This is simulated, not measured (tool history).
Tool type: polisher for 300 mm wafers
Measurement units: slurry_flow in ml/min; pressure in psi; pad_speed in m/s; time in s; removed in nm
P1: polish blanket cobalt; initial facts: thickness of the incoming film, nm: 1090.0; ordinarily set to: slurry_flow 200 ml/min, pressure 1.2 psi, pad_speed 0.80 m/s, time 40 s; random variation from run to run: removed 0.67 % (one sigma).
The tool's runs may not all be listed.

run  hour  slurry_flow  pressure  pad_speed  time  wafers polished on this pad  hours since the slurry nozzle was cleaned  hours since the head pressure was calibrated  removed
  1   4.8          200       1.2       0.80    40                          488                                      113.4                                         758.5  107.200
  2   9.6          200       1.5       1.16    40                          563                                      118.2                                         763.3  195.700
  3  13.1          200       1.2       0.80    40                          617                                      121.7                                         766.8  106.950
  4  18.4          200       1.2       0.80    40                          700                                      127.0                                         772.1  108.230
  5  23.1          200       1.2       0.36    40                          773                                      131.7                                         776.8   48.157
  6  28.1          200       0.6       0.80    40                          851                                      136.7                                         781.8   54.016
  7  31.9          200       0.8       0.80    54                          910                                      140.5                                         785.6   96.506
  8  37.2          200       1.5       0.80    19                          993                                      145.8                                         790.9   63.534
  9  42.4          200       1.2       1.04    40                         1074                                      151.0                                         796.1  138.720
 10  45.0          200       1.2       0.80    40                         1114                                      153.6                                         798.7  106.530
 11  48.7          200       1.8       0.80    40                         1172                                      157.3                                         802.4  160.040
 12  54.0          200       1.2       0.80    62                         1254                                      162.6                                         807.7  168.560
 13  57.6          200       1.2       0.80    26                         1310                                      166.2                                         811.3   69.676
 14  63.3          200       1.2       0.80    40                         1399                                      171.9                                         817.0  107.120
 15  68.4          120       1.2       0.80    40                         1479                                      177.0                                         822.1   98.456
 16  73.7          295       1.2       0.80    40                         1561                                      182.3                                         827.4  112.110
 17  79.0          200       1.2       0.80    40                         1644                                      187.6                                         832.7  107.850
 18  82.5          200       1.2       0.80    40                         1698                                      191.1                                         836.2  105.110
 19  86.3          200       1.2       0.80    40                         1758                                      194.9                                         840.0  101.850

Predict the results of run 20:
     90.5  -- worn pad replaced by a new one
 20  91.5          200       1.2       0.80    40                           15                                      200.1                                         845.2        ?

{"run 20": {"removed": 99.988}}
